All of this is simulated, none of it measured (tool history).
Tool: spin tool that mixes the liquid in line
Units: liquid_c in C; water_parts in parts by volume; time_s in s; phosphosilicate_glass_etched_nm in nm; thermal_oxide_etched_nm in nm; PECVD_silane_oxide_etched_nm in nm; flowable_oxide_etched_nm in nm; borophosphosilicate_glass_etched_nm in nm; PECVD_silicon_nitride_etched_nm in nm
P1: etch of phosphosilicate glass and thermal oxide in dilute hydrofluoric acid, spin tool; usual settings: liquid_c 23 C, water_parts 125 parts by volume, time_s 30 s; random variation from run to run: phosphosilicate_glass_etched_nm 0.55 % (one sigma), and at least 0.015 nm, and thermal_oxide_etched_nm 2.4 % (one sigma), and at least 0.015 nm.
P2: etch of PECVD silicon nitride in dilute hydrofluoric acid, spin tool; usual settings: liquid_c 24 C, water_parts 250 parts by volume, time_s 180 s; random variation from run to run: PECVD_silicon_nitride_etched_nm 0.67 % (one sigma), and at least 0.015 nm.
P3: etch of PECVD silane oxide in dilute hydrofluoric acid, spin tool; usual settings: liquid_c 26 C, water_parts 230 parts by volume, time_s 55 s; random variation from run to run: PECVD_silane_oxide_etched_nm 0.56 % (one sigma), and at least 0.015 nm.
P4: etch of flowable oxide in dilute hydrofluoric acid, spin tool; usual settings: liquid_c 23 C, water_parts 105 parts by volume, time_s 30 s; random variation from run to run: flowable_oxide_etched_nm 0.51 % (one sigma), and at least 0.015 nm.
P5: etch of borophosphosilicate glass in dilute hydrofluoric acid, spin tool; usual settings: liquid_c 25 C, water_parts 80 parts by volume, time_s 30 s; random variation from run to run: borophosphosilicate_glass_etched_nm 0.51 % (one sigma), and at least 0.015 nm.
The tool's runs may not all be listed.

run	hour	process	liquid_c	water_parts	time_s	hours since the thermometer was replaced	hours since the hydrofluoric acid flow meter was replaced	phosphosilicate_glass_etched_nm	thermal_oxide_etched_nm	PECVD_silane_oxide_etched_nm	flowable_oxide_etched_nm	borophosphosilicate_glass_etched_nm	PECVD_silicon_nitride_etched_nm
1	6.9	P1	23	125	30	785.3	294.1	23.116	1.0394				
2	14.4	P3	26	230	15	792.8	301.6			1.4011			
3	20.2	P3	18	230	55	798.6	307.4			3.8056			
4	27	P4	23	105	30	805.4	314.2				14.16		
5	32.2	P4	23	105	60	810.6	319.4				28.438		
6	41.4	P1	23	125	30	819.8	328.6	23.241	1.0784				
7	50.4	P5	25	80	30	828.8	337.6					13.063	
8	55.1	P5	25	80	60	833.5	342.3					26.552	
9	61.3	P2	24	250	325	839.7	348.5						7.2443
10	70.7	P1	23	220	30	849.1	357.9	11.958	0.5597				
11	75.2	P4	30.5	105	30	853.6	362.4				19.033		
12	84.5	P1	23	125	30	862.9	371.7	23.035	1.1334				
13	91.2	P3	26	230	55	869.6	378.4			5.1405			
14	99	P1	23	125	30	877.4	386.2	23.357	1.0801				
15	105.2	P1	23	125	30	883.6	392.4	23.331	1.1145				
16	112.5	P5	33	80	30	890.9	399.7					17.969	
17	119.4	P1	17	125	30	897.8	406.6	18.129	0.83374				
18	126.4	P2	30	250	180	904.8	413.6						5.7417
19	134.7	P2	24	250	180	913.1	421.9						4.0339
20	144.2	P1	23	125	30	922.6	431.4	23.197	1.1002				
21	148.3	P5	25	80	30	926.7	435.5					13.267	
22	155	P1	23	125	15	933.4	442.2	11.664	0.49247				
23	161	P2	24	60	180	939.4	448.2						16.546
24	169.8	P4	23	105	30	948.2	457				14.216		
25	175.7	P1	23	50	30	954.1	462.9	63.794	2.9136				
26	184.6	P5	25	125	30	963	471.8					8.1343	
27	193.8	P3	26	365	55	972.2	481			2.787			
28	201	P1	23	125	30	979.4	488.2	22.978	1.0942				
# hour 201.8: thermometer replaced
29	206	P1	23	35	45	4.2	493.2	140.21	6.4399				
30	214.1	P4	23	35	30	12.3	501.3				47.026		
31	218.4	P1	23	125	65	16.6	505.6	50.166	2.3012				
32	225.6	P1	31	125	30	23.8	512.8	31.743	1.4952				
33	234.2	P1	23	125	30	32.4	521.4	23.462	1.0938				
34	241.1	P1	23	125	30	39.3	528.3	22.683	1.008				
35	245.5	P1	23	125	30	43.7	532.7	22.587	1.029				
36	250.3	P1	23	125	30	48.5	537.5	22.342	1.0144				
37	259.4	P1	23	125	30	57.6	546.6	22.135	1.0441				
38	267.6	P1	23	125	30	65.8	554.8	21.866	1.0505				
39	272.6	P1	23	125	30	70.8	559.8	21.687	1.0781				
40	279.7	P1	23	125	30	77.9	566.9	21.771	0.99545				
41	286.2	P1	23	125	30	84.4	573.4	21.731	1.0407				
42	294	P1	23	125	30	92.2	581.2	21.945	1.0707				
43	300.2	P1	23	125	30	98.4	587.4	21.915	1.0079				
44	309.5	P1	23	125	30	107.7	596.7	21.996	1.0495				

What P1 gives has crept away from where it was. These 2 causes fit the log equally well, each at the size given:
A: liquid colder than its thermometer reads (K) = 1.63
B: hydrofluoric acid flow below the setpoint (%) = 5.45
The creep began at about hour 234.2.

4 check runs are offered, each on 2 wafers whose results are averaged, their results left as question marks. Which one tells the causes apart?
check 1	318.8	P2	30	250	180								?
check 2	318.8	P4	27.5	45	30						?		
check 3	318.8	P3	18.5	230	55					?			
check 4	318.8	P5	32.5	80	30							?	

What each check would give under each cause:
check	result	if A	if B
check 1	PECVD_silicon_nitride_etched_nm	5.2245	5.431
check 2	flowable_oxide_etched_nm	40.388	40.64
check 3	PECVD_silane_oxide_etched_nm	3.6435	3.6265
check 4	borophosphosilicate_glass_etched_nm	16.639	16.608
How far apart the two closest causes lie, in the result that separates them most: check 1 3.88 %; check 2 0.62 %; check 3 0.47 %; check 4 0.19 %
Only check 1 tells the causes apart: in the others they would give nearly the same result.

Then check 1 was run and gave: PECVD_silicon_nitride_etched_nm 5.3932 nm. Which cause is it?

It is B: hydrofluoric acid flow below the setpoint (%).

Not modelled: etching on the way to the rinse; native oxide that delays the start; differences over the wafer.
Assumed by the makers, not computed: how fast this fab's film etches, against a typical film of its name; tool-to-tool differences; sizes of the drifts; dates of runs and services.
